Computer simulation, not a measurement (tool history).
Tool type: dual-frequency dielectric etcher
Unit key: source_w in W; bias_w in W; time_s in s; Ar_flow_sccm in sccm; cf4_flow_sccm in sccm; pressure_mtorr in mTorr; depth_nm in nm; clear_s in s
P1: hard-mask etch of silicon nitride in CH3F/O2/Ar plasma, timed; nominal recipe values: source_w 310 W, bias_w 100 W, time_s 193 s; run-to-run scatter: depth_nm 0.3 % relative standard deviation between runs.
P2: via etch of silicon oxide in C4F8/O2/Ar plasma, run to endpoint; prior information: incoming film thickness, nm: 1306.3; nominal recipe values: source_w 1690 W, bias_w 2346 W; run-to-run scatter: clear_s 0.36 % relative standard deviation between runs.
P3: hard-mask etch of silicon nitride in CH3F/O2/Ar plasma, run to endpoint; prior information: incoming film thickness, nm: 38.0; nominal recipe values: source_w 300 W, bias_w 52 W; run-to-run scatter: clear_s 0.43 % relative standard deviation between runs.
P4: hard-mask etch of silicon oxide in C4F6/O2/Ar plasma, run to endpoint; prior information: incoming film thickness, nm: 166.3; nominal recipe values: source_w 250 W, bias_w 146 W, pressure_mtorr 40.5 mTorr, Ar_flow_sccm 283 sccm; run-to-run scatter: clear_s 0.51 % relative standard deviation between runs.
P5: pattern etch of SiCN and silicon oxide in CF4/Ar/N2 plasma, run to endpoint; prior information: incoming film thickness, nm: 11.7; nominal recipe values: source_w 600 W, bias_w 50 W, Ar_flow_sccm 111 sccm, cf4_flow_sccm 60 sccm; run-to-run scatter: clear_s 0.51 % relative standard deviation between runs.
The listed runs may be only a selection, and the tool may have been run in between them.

| run | day | process | source_w | bias_w | time_s | Ar_flow_sccm | cf4_flow_sccm | pressure_mtorr | hours since the last wet clean | hours since the last source power generator calibration | hours since the last bias power generator calibration | depth_nm | clear_s |
|---|---|---|---|---|---|---|---|---|---|---|---|---|---|
| 1 | 0.392 | P1 | 310 | 100 | 193 |  |  |  | 195.9 | 2223.4 | 1694.2 | 135.08 |  |
| 2 | 0.862 | P5 | 600 | 50 |  | 87 | 60 |  | 207.2 | 2234.7 | 1705.5 |  | 11.919 |
| 3 | 1.15 | P5 | 600 | 50 |  | 111 | 60 |  | 214.1 | 2241.6 | 1712.4 |  | 12.5 |
| 4 | 1.708 | P1 | 310 | 100 | 150 |  |  |  | 227.5 | 2255 | 1725.8 | 105.42 |  |
| 5 | 2.15 | P5 | 600 | 69 |  | 111 | 60 |  | 238.1 | 2265.6 | 1736.4 |  | 11.218 |
| 6 | 2.671 | P2 | 1690 | 2346 |  |  |  |  | 250.6 | 2278.1 | 1748.9 |  | 257.51 |
|  | 2.721 | source power generator calibrated |
| 7 | 3.008 | P3 | 300 | 52 |  |  |  |  | 258.7 | 6.9 | 1757 |  | 67.755 |
| 8 | 3.362 | P1 | 210 | 100 | 126 |  |  |  | 267.2 | 15.4 | 1765.5 | 76.637 |  |
| 9 | 3.667 | P4 | 250 | 146 |  | 283 |  | 40.5 | 274.5 | 22.7 | 1772.8 |  | 69.89 |
| 10 | 4.042 | P1 | 310 | 63 | 193 |  |  |  | 283.5 | 31.7 | 1781.8 | 115.12 |  |
| 11 | 4.296 | P2 | 1690 | 1646 |  |  |  |  | 289.6 | 37.8 | 1787.9 |  | 288.78 |
| 12 | 4.838 | P4 | 250 | 97 |  | 283 |  | 40.5 | 302.6 | 50.8 | 1800.9 |  | 79.537 |
| 13 | 5.125 | P1 | 310 | 100 | 193 |  |  |  | 309.5 | 57.7 | 1807.8 | 136.39 |  |
| 14 | 5.433 | P1 | 310 | 100 | 283.5 |  |  |  | 316.9 | 65.1 | 1815.2 | 198.06 |  |
| 15 | 5.692 | P5 | 600 | 50 |  | 111 | 78 |  | 323.1 | 71.3 | 1821.4 |  | 11.88 |
| 16 | 5.942 | P1 | 190 | 69 | 193 |  |  |  | 329.1 | 77.3 | 1827.4 | 98.656 |  |
| 17 | 6.3 | P4 | 250 | 146 |  | 283 |  | 40.5 | 337.7 | 85.9 | 1836 |  | 69.686 |
| 18 | 6.688 | P2 | 1690 | 2346 |  |  |  |  | 347 | 95.2 | 1845.3 |  | 260.22 |
| 19 | 7.108 | P1 | 310 | 138 | 193 |  |  |  | 357.1 | 105.3 | 1855.4 | 153.58 |  |
| 20 | 7.358 | P3 | 300 | 35 |  |  |  |  | 363.1 | 111.3 | 1861.4 |  | 76.126 |
| 21 | 7.896 | P5 | 600 | 50 |  | 111 | 60 |  | 376 | 124.2 | 1874.3 |  | 12.65 |
| 22 | 8.317 | P1 | 310 | 100 | 193 |  |  |  | 386.1 | 134.3 | 1884.4 | 135.82 |  |
| 23 | 8.867 | P1 | 310 | 100 | 193 |  |  |  | 399.3 | 147.5 | 1897.6 | 135.88 |  |
| 24 | 9.383 | P4 | 250 | 146 |  | 200 |  | 40.5 | 411.7 | 159.9 | 1910 |  | 67.424 |
| 25 | 9.733 | P4 | 250 | 146 |  | 283 |  | 31.5 | 420.1 | 168.3 | 1918.4 |  | 68.77 |
| 26 | 10.142 | P2 | 2160 | 2346 |  |  |  |  | 429.9 | 178.1 | 1928.2 |  | 235.6 |
| 27 | 10.667 | P5 | 440 | 50 |  | 111 | 60 |  | 442.5 | 190.7 | 1940.8 |  | 16.397 |
| 28 | 11.188 | P1 | 200 | 100 | 193 |  |  |  | 455 | 203.2 | 1953.3 | 115.43 |  |
| 29 | 11.517 | P1 | 370 | 72 | 193 |  |  |  | 462.9 | 211.1 | 1961.2 | 129.17 |  |
| 30 | 11.838 | P1 | 400 | 100 | 193 |  |  |  | 470.6 | 218.8 | 1968.9 | 148.83 |  |
| 31 | 12.162 | P3 | 240 | 52 |  |  |  |  | 478.4 | 226.6 | 1976.7 |  | 73.564 |
| 32 | 12.612 | P4 | 320 | 146 |  | 283 |  | 40.5 | 489.2 | 237.4 | 1987.5 |  | 63.565 |
| 33 | 12.896 | P1 | 310 | 100 | 193 |  |  |  | 496 | 244.2 | 1994.3 | 135.25 |  |
| 34 | 13.329 | P1 | 310 | 100 | 193 |  |  |  | 506.4 | 254.6 | 2004.7 | 136.16 |  |
| 35 | 13.592 | P1 | 310 | 100 | 193 |  |  |  | 512.7 | 260.9 | 2011 | 136.91 |  |
| 36 | 14.042 | P1 | 310 | 100 | 193 |  |  |  | 523.5 | 271.7 | 2021.8 | 137.35 |  |
| 37 | 14.404 | P1 | 310 | 100 | 193 |  |  |  | 532.2 | 280.4 | 2030.5 | 137.63 |  |
| 38 | 14.925 | P1 | 310 | 100 | 193 |  |  |  | 544.7 | 292.9 | 2043 | 137.18 |  |
| 39 | 15.304 | P1 | 310 | 100 | 193 |  |  |  | 553.8 | 302 | 2052.1 | 137.81 |  |
|  | 15.396 | wet clean of the chamber |
| 40 | 15.562 | P1 | 310 | 100 | 193 |  |  |  | 4 | 308.2 | 2058.3 | 137.98 |  |
| 41 | 15.904 | P1 | 310 | 100 | 193 |  |  |  | 12.2 | 316.4 | 2066.5 | 138.43 |  |
| 42 | 16.208 | P1 | 310 | 100 | 193 |  |  |  | 19.5 | 323.7 | 2073.8 | 138.82 |  |

What P1 gives has crept away from where it was. These 2 causes fit the log equally well, each at the size given:
A: bias power that arrives over what is set, % = 4.81
B: source power that arrives over what is set, % = 4.87
Onset of the creep was near day 13.329.
All other causes, with the reason each is excluded:
chamber walls in a state that raises the etch rate, %: serviced at day 15.396, after the drift had started, without restoring the earlier output

The 4 check runs listed below each average the results of 2 wafers, and their outcomes are marked with question marks. Under which run would the listed causes produce clearly different results?
| check 1 | 16.512 | P2 | 1690 | 2346 |  |  |  |  |  |  |  |  | ? |
| check 2 | 16.512 | P5 | 600 | 50 |  | 111 | 60 |  |  |  |  |  | ? |
| check 3 | 16.512 | P3 | 300 | 52 |  |  |  |  |  |  |  |  | ? |
| check 4 | 16.512 | P4 | 250 | 146 |  | 283 |  | 40.5 |  |  |  |  | ? |

Outcome of each check run for each possible cause:
| check | result | if A | if B |
|---|---|---|---|
| check 1 | clear_s | 256.25 | 255.07 |
| check 2 | clear_s | 12.325 | 11.992 |
| check 3 | clear_s | 66.538 | 66.339 |
| check 4 | clear_s | 69.265 | 69.001 |
Per check, the gap between the least separated pair of causes, taken in the result that splits them most: check 1 0.46 %; check 2 2.74 %; check 3 0.3 %; check 4 0.38 %
Of the check runs offered, only check 2 discriminates between the causes; the rest would read about the same regardless of which cause applies.

Check 2 was then run and gave: clear_s 12.32 s. Which cause is it?

It is A: bias power that arrives over what is set, %.
